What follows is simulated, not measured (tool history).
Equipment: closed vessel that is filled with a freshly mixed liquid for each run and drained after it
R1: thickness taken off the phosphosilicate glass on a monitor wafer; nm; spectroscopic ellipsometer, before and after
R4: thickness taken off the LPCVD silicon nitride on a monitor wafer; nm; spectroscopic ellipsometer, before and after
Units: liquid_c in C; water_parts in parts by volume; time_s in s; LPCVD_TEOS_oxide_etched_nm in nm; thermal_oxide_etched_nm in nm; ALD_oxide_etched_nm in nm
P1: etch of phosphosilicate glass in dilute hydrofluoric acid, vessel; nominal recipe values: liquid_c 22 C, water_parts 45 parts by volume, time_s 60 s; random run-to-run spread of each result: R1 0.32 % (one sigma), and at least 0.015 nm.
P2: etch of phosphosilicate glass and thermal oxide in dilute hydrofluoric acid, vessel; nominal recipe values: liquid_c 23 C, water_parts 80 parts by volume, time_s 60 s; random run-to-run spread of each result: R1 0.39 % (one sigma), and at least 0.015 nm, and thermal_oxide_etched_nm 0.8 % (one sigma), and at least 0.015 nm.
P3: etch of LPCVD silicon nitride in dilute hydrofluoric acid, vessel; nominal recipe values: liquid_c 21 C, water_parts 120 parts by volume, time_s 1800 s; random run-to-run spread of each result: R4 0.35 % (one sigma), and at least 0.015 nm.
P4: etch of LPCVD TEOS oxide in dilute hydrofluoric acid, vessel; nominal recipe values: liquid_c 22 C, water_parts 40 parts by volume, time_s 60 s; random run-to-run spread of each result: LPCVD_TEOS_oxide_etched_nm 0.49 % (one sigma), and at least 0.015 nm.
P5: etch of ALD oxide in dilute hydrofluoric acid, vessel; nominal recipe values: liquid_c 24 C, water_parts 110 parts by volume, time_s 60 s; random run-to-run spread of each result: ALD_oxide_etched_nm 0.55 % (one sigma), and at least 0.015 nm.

Run 1, day 0.662: process P1, liquid_c 22 C, water_parts 45 parts by volume, time_s 60 s. Result: R1 95.454 nm.
Run 2, day 1.017: process P1, liquid_c 29 C, water_parts 25 parts by volume, time_s 60 s. Result: R1 234.750 nm.
Run 3, day 1.512: process P4, liquid_c 17 C, water_parts 40 parts by volume, time_s 60 s. Result: LPCVD_TEOS_oxide_etched_nm 42.491 nm.
Run 4, day 2.183: process P2, liquid_c 23 C, water_parts 80 parts by volume, time_s 30 s. Result: R1 33.051 nm, thermal_oxide_etched_nm 1.6568 nm.
Run 5, day 2.562: process P2, liquid_c 23 C, water_parts 80 parts by volume, time_s 60 s. Result: R1 66.411 nm, thermal_oxide_etched_nm 3.3632 nm.
Run 6, day 3.221: process P4, liquid_c 22 C, water_parts 40 parts by volume, time_s 60 s. Result: LPCVD_TEOS_oxide_etched_nm 52.683 nm.
Run 7, day 3.846: process P3, liquid_c 21 C, water_parts 215 parts by volume, time_s 1800 s. Result: R4 3.3810 nm.
Run 8, day 4.388: process P1, liquid_c 22 C, water_parts 20 parts by volume, time_s 60 s. Result: R1 222.600 nm.
Run 9, day 4.958: process P3, liquid_c 21 C, water_parts 120 parts by volume, time_s 3185 s. Result: R4 10.5850 nm.
Run 10, day 5.392: process P4, liquid_c 22 C, water_parts 40 parts by volume, time_s 30 s. Result: LPCVD_TEOS_oxide_etched_nm 26.018 nm.
Run 11, day 5.929: process P3, liquid_c 17 C, water_parts 120 parts by volume, time_s 1800 s. Result: R4 4.5768 nm.
Run 12, day 6.408: process P2, liquid_c 23 C, water_parts 20 parts by volume, time_s 60 s. Result: R1 286.810 nm, thermal_oxide_etched_nm 14.5990 nm.
Run 13, day 6.883: process P5, liquid_c 24 C, water_parts 110 parts by volume, time_s 30 s. Result: ALD_oxide_etched_nm 7.4693 nm.
Run 14, day 7.521: process P1, liquid_c 28 C, water_parts 45 parts by volume, time_s 60 s. Result: R1 121.940 nm.
Run 15, day 8.204: process P1, liquid_c 22 C, water_parts 45 parts by volume, time_s 115 s. Result: R1 180.890 nm.
Run 16, day 8.812: process P1, liquid_c 22 C, water_parts 30 parts by volume, time_s 100 s. Result: R1 242.760 nm.
Run 17, day 9.454: process P2, liquid_c 18 C, water_parts 80 parts by volume, time_s 60 s. Result: R1 53.765 nm, thermal_oxide_etched_nm 2.7192 nm.
Run 18, day 9.862: process P4, liquid_c 22 C, water_parts 20 parts by volume, time_s 60 s. Result: LPCVD_TEOS_oxide_etched_nm 108.490 nm.
Run 19, day 10.317: process P1, liquid_c 22 C, water_parts 45 parts by volume, time_s 60 s. Result: R1 94.946 nm.
Run 20, day 10.921: process P1, liquid_c 22 C, water_parts 70 parts by volume, time_s 60 s. Result: R1 59.154 nm.
Run 21, day 11.346: process P1, liquid_c 17 C, water_parts 45 parts by volume, time_s 60 s. Result: R1 76.958 nm.
Run 22, day 11.808: process P1, liquid_c 22 C, water_parts 45 parts by volume, time_s 60 s. Result: R1 95.560 nm.
Run 23, day 12.396: process P1, liquid_c 22 C, water_parts 45 parts by volume, time_s 60 s. Result: R1 94.633 nm.
Run 24, day 12.979: process P1, liquid_c 17 C, water_parts 20 parts by volume, time_s 60 s. Result: R1 177.800 nm.
Run 25, day 13.558: process P3, liquid_c 21 C, water_parts 120 parts by volume, time_s 1800 s. Result: R4 6.0050 nm.
Run 26, day 13.992: process P1, liquid_c 22 C, water_parts 45 parts by volume, time_s 60 s. Result: R1 95.128 nm.
Run 27, day 14.296: process P5, liquid_c 24 C, water_parts 110 parts by volume, time_s 60 s. Result: ALD_oxide_etched_nm 15.0330 nm.
Run 28, day 14.967: process P1, liquid_c 22 C, water_parts 45 parts by volume, time_s 60 s. Result: R1 94.893 nm.
Run 29, day 15.575: process P5, liquid_c 24 C, water_parts 60 parts by volume, time_s 60 s. Result: ALD_oxide_etched_nm 29.6610 nm.
Run 30, day 16.192: process P1, liquid_c 22 C, water_parts 45 parts by volume, time_s 30 s. Result: R1 47.541 nm.
Run 31, day 16.671: process P2, liquid_c 23 C, water_parts 80 parts by volume, time_s 60 s. Result: R1 66.296 nm, thermal_oxide_etched_nm 3.3113 nm.
Run 32, day 17.038: process P5, liquid_c 32 C, water_parts 110 parts by volume, time_s 60 s. Result: ALD_oxide_etched_nm 20.5100 nm.
Run 33, day 17.717: process P1, liquid_c 22 C, water_parts 45 parts by volume, time_s 60 s. Result: R1 95.103 nm.
Run 34, day 18.038: process P1, liquid_c 22 C, water_parts 45 parts by volume, time_s 60 s. Result: R1 94.921 nm.
Run 35, day 18.458: process P1, liquid_c 22 C, water_parts 45 parts by volume, time_s 60 s. Result: R1 96.820 nm.
Run 36, day 18.912: process P1, liquid_c 22 C, water_parts 45 parts by volume, time_s 60 s. Result: R1 98.161 nm.
Run 37, day 19.258: process P1, liquid_c 22 C, water_parts 45 parts by volume, time_s 60 s. Result: R1 99.220 nm.
Run 38, day 19.688: process P1, liquid_c 22 C, water_parts 45 parts by volume, time_s 60 s. Result: R1 99.456 nm.
Run 39, day 20.075: process P1, liquid_c 22 C, water_parts 45 parts by volume, time_s 60 s. Result: R1 99.360 nm.
Run 40, day 20.671: process P1, liquid_c 22 C, water_parts 45 parts by volume, time_s 60 s. Result: R1 100.310 nm.
Run 41, day 21.188: process P1, liquid_c 22 C, water_parts 45 parts by volume, time_s 60 s. Result: R1 100.800 nm.
Run 42, day 21.742: process P1, liquid_c 22 C, water_parts 45 parts by volume, time_s 60 s. Result: R1 100.520 nm.
Run 43, day 22.300: process P1, liquid_c 22 C, water_parts 45 parts by volume, time_s 60 s. Result: R1 101.050 nm.
Run 44, day 22.658: process P1, liquid_c 22 C, water_parts 45 parts by volume, time_s 60 s. Result: R1 101.130 nm.

What P1 gives has crept off from where it sat before. The 2 causes that follow fit the log equally well, each at the size noted:
A: hydrofluoric acid flow above the setpoint (%) = 5.62
B: liquid hotter than its thermometer reads (K) = 1.39
The onset of the drift is placed at about day 18.038.

The check runs listed below each take one wafer, and their results are still question marks. Under which run would the listed causes lead to clearly different results?
Run check 1, day 23.017: process P3, liquid_c 21 C, water_parts 175 parts by volume, time_s 2855 s. Result: R4 ?.
Run check 2, day 23.017: process P2, liquid_c 23 C, water_parts 30 parts by volume, time_s 60 s. Result: R1 ?, thermal_oxide_etched_nm ?.
Run check 3, day 23.017: process P5, liquid_c 32 C, water_parts 65 parts by volume, time_s 60 s. Result: ALD_oxide_etched_nm ?.
Run check 4, day 23.017: process P4, liquid_c 19 C, water_parts 20 parts by volume, time_s 60 s. Result: LPCVD_TEOS_oxide_etched_nm ?.

If the cause were each of the candidates in turn, the checks would give the following:
  check                      result     if A     if B
check 1                          R4   6.9662   7.2304
check 2                          R1  199.090  199.360
check 2     thermal_oxide_etched_nm  10.1530  10.1670
check 3         ALD_oxide_etched_nm  39.2860  38.9890
check 4  LPCVD_TEOS_oxide_etched_nm  100.260  100.750
Per check, the gap between the least separated pair of causes, taken in the result that splits them most: check 1 3.72 %; check 2 0.14 %; check 3 0.76 %; check 4 0.48 %
Only in check 1 would the causes give clearly different results; in the remaining checks their results would be nearly the same.

Running check 1 produced the following: R4 6.9569 nm. Which one of the listed causes fits?

It is A: hydrofluoric acid flow above the setpoint (%).

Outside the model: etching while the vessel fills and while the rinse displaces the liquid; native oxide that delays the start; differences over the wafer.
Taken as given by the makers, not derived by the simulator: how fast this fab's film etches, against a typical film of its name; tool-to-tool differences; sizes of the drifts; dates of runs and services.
